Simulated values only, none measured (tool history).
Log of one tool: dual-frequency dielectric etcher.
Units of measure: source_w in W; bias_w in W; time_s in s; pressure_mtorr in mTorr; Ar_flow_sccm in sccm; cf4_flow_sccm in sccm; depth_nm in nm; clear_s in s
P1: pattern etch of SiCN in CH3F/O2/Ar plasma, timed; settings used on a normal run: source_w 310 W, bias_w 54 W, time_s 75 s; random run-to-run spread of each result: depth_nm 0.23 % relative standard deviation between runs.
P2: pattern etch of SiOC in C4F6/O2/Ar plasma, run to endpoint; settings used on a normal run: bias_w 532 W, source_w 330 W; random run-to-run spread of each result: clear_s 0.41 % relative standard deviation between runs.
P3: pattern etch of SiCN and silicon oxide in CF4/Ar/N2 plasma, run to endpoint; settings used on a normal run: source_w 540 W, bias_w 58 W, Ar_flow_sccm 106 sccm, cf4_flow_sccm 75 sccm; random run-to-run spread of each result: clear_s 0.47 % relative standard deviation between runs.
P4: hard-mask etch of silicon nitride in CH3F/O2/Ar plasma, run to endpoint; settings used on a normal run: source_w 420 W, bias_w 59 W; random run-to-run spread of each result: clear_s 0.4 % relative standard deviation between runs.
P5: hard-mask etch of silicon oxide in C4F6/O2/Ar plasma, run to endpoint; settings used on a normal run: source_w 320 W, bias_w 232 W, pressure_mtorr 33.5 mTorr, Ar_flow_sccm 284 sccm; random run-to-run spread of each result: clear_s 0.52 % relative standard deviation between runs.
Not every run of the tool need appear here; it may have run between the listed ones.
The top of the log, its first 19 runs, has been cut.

run   hour  process  source_w  bias_w  time_s  pressure_mtorr  Ar_flow_sccm  cf4_flow_sccm  depth_nm  clear_s
 20  172.6       P3       540      58                                    72             75             17.627
 21  178.7       P5       320     232                      41           284                            83.591
 22  187.8       P2       200     532                                                                  20.922
 23    197       P1       310      33      75                                                 19.911
 24  208.2       P4       420      59                                                                  81.673
 25  215.2       P2       330     532                                                                  17.428
 26  222.8       P3       540      38                                   106             75             21.515
 27  228.2       P1       390      63      75                                                 26.771
 28  234.4       P1       310      54      75                                                 23.326
 29  241.1       P4       420      35                                                                  97.112
 30  251.9       P1       310      54      75                                                 23.167

Estimate the outcome of run 31 from the log above:
 31  259.4       P1       310      54      75                                                      ?

{"run 31": {"depth_nm": 23.23}}
